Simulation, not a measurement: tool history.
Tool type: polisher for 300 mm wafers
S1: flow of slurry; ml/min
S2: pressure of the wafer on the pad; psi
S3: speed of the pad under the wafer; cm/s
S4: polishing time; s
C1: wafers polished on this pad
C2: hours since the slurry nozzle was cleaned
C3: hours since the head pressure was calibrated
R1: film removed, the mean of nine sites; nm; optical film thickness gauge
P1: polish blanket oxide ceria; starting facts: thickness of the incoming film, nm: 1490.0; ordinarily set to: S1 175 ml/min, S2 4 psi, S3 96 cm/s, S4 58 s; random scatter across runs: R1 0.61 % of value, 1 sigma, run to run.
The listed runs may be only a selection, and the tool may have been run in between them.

run,hour,S1,S2,S3,S4,C1,C2,C3,R1
1,8.1,175,4,96,58,230,126.9,157.4,287.61
2,14.2,175,4,96,78,284,133,163.5,384.47
3,21.4,105,4,96,58,347,140.2,170.7,261.21
4,28.1,175,4,44,58,406,146.9,177.4,131.58
5,36.1,175,5,74,58,476,154.9,185.4,274.1
6,42.9,175,4,96,26,535,161.7,192.2,128.53
7,50.1,175,4,146,58,599,168.9,199.4,434.57
8,57.4,175,2,96,58,663,176.2,206.7,142.21
9,62.6,175,4,96,58,708,181.4,211.9,285.79
# hour 66.5: worn pad replaced by a new one
10,70.8,225,5.9,96,58,37,189.6,220.1,432.29
11,80.2,175,4,96,58,120,199,229.5,286.08
12,86.6,175,6.3,96,58,176,205.4,235.9,451.61
13,92.8,175,4,96,58,230,211.6,242.1,287.87
14,100.2,230,4,96,58,295,219,249.5,296.06
15,108.8,175,4,96,58,371,227.6,258.1,284.05
16,118.1,175,4,96,58,452,236.9,267.4,278.92
17,125.1,175,4,96,58,514,243.9,274.4,274.98
18,132.9,175,4,96,58,582,251.7,282.2,272.63
19,139.4,175,4,96,58,639,258.2,288.7,272.08

For run 20, what comes out?
# hour 143.9: worn pad replaced by a new one
20,145.1,175,4,96,58,10,263.9,294.4,?

{"run 20": {"R1": 270.34}}
